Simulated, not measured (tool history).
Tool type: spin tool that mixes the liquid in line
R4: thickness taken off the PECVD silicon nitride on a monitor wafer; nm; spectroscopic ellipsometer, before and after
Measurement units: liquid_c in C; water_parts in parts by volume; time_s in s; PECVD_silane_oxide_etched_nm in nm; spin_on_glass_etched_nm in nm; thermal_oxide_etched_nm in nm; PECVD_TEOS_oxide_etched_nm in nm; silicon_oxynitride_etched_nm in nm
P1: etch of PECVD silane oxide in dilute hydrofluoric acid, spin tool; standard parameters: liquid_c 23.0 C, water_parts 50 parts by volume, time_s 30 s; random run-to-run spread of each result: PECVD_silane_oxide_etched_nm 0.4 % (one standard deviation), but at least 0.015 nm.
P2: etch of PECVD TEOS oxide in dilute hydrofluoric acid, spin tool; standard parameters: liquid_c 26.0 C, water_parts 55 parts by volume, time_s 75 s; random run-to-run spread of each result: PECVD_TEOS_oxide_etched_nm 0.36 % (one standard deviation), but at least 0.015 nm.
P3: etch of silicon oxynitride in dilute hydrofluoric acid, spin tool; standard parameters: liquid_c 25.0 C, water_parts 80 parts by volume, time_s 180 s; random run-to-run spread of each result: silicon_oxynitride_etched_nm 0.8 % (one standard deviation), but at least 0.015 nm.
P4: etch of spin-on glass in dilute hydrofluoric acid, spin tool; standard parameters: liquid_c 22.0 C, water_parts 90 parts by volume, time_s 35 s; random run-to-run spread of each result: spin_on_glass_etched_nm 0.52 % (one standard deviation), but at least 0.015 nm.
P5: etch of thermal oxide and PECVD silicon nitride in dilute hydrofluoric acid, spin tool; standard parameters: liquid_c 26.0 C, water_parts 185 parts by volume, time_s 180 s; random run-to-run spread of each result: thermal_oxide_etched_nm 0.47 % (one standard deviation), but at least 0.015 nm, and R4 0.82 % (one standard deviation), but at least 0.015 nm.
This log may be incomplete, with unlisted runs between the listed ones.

run 1 hour=10.2 | process=P1 liquid_c=23.0 water_parts=50 time_s=30 | PECVD_silane_oxide_etched_nm=21.0800
run 2 hour=17.6 | process=P1 liquid_c=23.0 water_parts=50 time_s=30 | PECVD_silane_oxide_etched_nm=21.1410
run 3 hour=27.5 | process=P4 liquid_c=22.0 water_parts=90 time_s=70 | spin_on_glass_etched_nm=35.1090
run 4 hour=34.2 | process=P5 liquid_c=26.0 water_parts=185 time_s=180 | thermal_oxide_etched_nm=4.41460 R4=2.34130
run 5 hour=42.4 | process=P1 liquid_c=23.0 water_parts=50 time_s=30 | PECVD_silane_oxide_etched_nm=21.0960
run 6 hour=53.3 | process=P1 liquid_c=23.0 water_parts=50 time_s=50 | PECVD_silane_oxide_etched_nm=34.9490
run 7 hour=59.1 | process=P1 liquid_c=23.0 water_parts=30 time_s=15 | PECVD_silane_oxide_etched_nm=18.0760
run 8 hour=66.2 | process=P2 liquid_c=26.0 water_parts=55 time_s=75 | PECVD_TEOS_oxide_etched_nm=37.9830
run 9 hour=75.2 | process=P1 liquid_c=17.0 water_parts=50 time_s=50 | PECVD_silane_oxide_etched_nm=27.1820
run 10 hour=84.3 | process=P2 liquid_c=26.0 water_parts=85 time_s=75 | PECVD_TEOS_oxide_etched_nm=23.4100
run 11 hour=91.3 | process=P1 liquid_c=23.0 water_parts=50 time_s=30 | PECVD_silane_oxide_etched_nm=21.0560
run 12 hour=99.4 | process=P4 liquid_c=22.0 water_parts=165 time_s=35 | spin_on_glass_etched_nm=8.7506
run 13 hour=104.3 | process=P3 liquid_c=30.0 water_parts=80 time_s=180 | silicon_oxynitride_etched_nm=4.22410
run 14 hour=112.2 | process=P5 liquid_c=26.0 water_parts=185 time_s=180 | thermal_oxide_etched_nm=4.35230 R4=2.37980
run 15 hour=118.5 | process=P5 liquid_c=26.0 water_parts=185 time_s=40 | thermal_oxide_etched_nm=0.98204 R4=0.53324
run 16 hour=125.9 | process=P4 liquid_c=22.0 water_parts=90 time_s=35 | spin_on_glass_etched_nm=17.4000
run 17 hour=131.3 | process=P5 liquid_c=30.0 water_parts=185 time_s=180 | thermal_oxide_etched_nm=5.06860 R4=3.04790
run 18 hour=136.4 | process=P3 liquid_c=25.0 water_parts=140 time_s=180 | silicon_oxynitride_etched_nm=1.78400
run 19 hour=143.9 | process=P1 liquid_c=23.0 water_parts=30 time_s=30 | PECVD_silane_oxide_etched_nm=35.9630
-- hour=151.6 hydrofluoric acid flow meter replaced
run 20 hour=153.8 | process=P1 liquid_c=23.0 water_parts=75 time_s=15 | PECVD_silane_oxide_etched_nm=6.8366
run 21 hour=165.0 | process=P1 liquid_c=23.0 water_parts=50 time_s=30 | PECVD_silane_oxide_etched_nm=21.0700
run 22 hour=170.6 | process=P2 liquid_c=26.0 water_parts=55 time_s=15 | PECVD_TEOS_oxide_etched_nm=7.5347
run 23 hour=178.6 | process=P2 liquid_c=30.5 water_parts=55 time_s=75 | PECVD_TEOS_oxide_etched_nm=45.0580
run 24 hour=186.4 | process=P1 liquid_c=31.0 water_parts=50 time_s=30 | PECVD_silane_oxide_etched_nm=28.9600
run 25 hour=191.9 | process=P3 liquid_c=25.0 water_parts=80 time_s=180 | silicon_oxynitride_etched_nm=3.40950
run 26 hour=197.1 | process=P4 liquid_c=28.5 water_parts=90 time_s=35 | spin_on_glass_etched_nm=22.5750
run 27 hour=204.1 | process=P3 liquid_c=25.0 water_parts=80 time_s=35 | silicon_oxynitride_etched_nm=0.64557
run 28 hour=209.4 | process=P1 liquid_c=23.0 water_parts=75 time_s=30 | PECVD_silane_oxide_etched_nm=13.5630
run 29 hour=215.0 | process=P1 liquid_c=17.0 water_parts=50 time_s=30 | PECVD_silane_oxide_etched_nm=16.3750
run 30 hour=224.0 | process=P1 liquid_c=23.0 water_parts=50 time_s=15 | PECVD_silane_oxide_etched_nm=10.5450
run 31 hour=230.9 | process=P2 liquid_c=26.0 water_parts=55 time_s=75 | PECVD_TEOS_oxide_etched_nm=37.9360
run 32 hour=237.1 | process=P5 liquid_c=26.0 water_parts=80 time_s=180 | thermal_oxide_etched_nm=11.63400 R4=5.41130
run 33 hour=242.3 | process=P1 liquid_c=23.0 water_parts=50 time_s=30 | PECVD_silane_oxide_etched_nm=21.1400
run 34 hour=251.5 | process=P1 liquid_c=23.0 water_parts=50 time_s=30 | PECVD_silane_oxide_etched_nm=21.6590

What does the tool deliver on the next run?
run 35 hour=261.3 | process=P1 liquid_c=23.0 water_parts=50 time_s=30 | PECVD_silane_oxide_etched_nm=?

PECVD_silane_oxide_etched_nm: 22.1050 nm
